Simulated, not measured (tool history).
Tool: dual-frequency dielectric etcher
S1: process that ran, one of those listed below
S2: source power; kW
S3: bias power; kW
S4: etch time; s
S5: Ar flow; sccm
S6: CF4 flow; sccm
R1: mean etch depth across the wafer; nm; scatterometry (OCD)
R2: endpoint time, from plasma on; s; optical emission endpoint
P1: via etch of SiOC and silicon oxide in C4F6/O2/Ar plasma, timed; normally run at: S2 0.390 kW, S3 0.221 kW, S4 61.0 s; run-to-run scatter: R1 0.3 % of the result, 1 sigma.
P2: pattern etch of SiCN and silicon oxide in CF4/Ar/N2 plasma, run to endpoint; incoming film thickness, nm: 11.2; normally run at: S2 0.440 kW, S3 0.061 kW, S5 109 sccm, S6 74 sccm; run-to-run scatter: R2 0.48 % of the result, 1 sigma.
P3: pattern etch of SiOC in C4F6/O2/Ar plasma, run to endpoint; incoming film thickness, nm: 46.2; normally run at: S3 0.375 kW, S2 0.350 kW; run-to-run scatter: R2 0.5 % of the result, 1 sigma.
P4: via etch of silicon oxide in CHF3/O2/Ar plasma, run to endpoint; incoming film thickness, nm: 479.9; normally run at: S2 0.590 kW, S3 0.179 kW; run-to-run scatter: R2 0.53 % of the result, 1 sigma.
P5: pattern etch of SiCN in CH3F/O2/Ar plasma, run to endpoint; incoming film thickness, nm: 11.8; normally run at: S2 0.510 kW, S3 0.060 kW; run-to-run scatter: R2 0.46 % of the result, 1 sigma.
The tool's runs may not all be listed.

run   hour  S1     S2     S3    S4   S5  S6      R1       R2
  1   12.3  P1  0.390  0.221  61.0           74.289
  2   18.9  P3  0.350  0.375                          17.225
  3   29.2  P2  0.440  0.061        109  74           14.440
  4   38.7  P1  0.260  0.221  61.0           63.850
  5   44.8  P1  0.390  0.277  61.0           80.645
  6   51.9  P4  0.400  0.179                         281.350
  7   59.3  P1  0.390  0.221  61.0           74.396
  8   70.7  P1  0.390  0.221  61.0           74.019
  9   83.1  P1  0.390  0.221  61.0           74.667
 10   92.0  P2  0.350  0.061        109  74           17.556
 11  103.7  P1  0.390  0.276  43.5           57.374
 12  110.6  P1  0.390  0.221  61.0           74.706
 13  119.4  P1  0.390  0.221  44.5           54.697
 14  129.6  P1  0.390  0.221  61.0           74.591
 15  135.3  P2  0.440  0.061         74  74           13.591
 16  147.2  P3  0.350  0.224                          20.818
     149.6  -- wet clean of the chamber
 17  158.5  P1  0.390  0.221  76.5           93.145
 18  168.0  P4  0.590  0.179                         245.180
 19  179.0  P1  0.390  0.221  61.0           74.723
 20  187.3  P3  0.350  0.375                          17.195
 21  196.6  P2  0.440  0.061        109  57           14.931
 22  207.4  P1  0.390  0.149  61.0           65.743
 23  220.0  P3  0.250  0.375                          19.799
 24  230.4  P4  0.590  0.117                         283.230
 25  236.4  P1  0.520  0.221  61.0           83.350
 26  244.0  P2  0.440  0.047        109  74           15.638
 27  254.3  P1  0.390  0.283  41.5           55.062
 28  264.1  P5  0.630  0.060                          28.295
 29  273.7  P5  0.510  0.040                          35.153

Run 30 comes next. What will it give?
 30  284.8  P5  0.510  0.060                   ?

{"run 30": {"R2": 30.752}}
